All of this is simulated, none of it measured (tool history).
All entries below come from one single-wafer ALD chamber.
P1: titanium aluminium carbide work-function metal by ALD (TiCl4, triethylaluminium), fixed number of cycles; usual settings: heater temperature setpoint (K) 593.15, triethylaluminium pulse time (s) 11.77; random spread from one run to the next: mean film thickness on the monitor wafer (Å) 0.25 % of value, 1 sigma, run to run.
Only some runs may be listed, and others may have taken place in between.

run	hour	heater temperature setpoint (K)	triethylaluminium pulse time (s)	mean film thickness on the monitor wafer (Å)
1	15.1	593.15	11.77	21.692
2	32.9	573.15	11.77	20.026
3	49.0	593.15	11.77	21.721
4	59.1	593.15	5.12	18.267
5	67.7	616.15	11.77	23.789
6	78.5	593.15	15.21	22.039
7	88.4	593.15	11.77	21.691
8	98.7	593.15	11.77	21.771
9	116.7	607.15	17.23	23.252

Run 10 has not been measured yet. What should we expect?
10	133.9	605.15	4.91	?

For run 10 the tool returned mean film thickness on the monitor wafer (Å) 18.917.
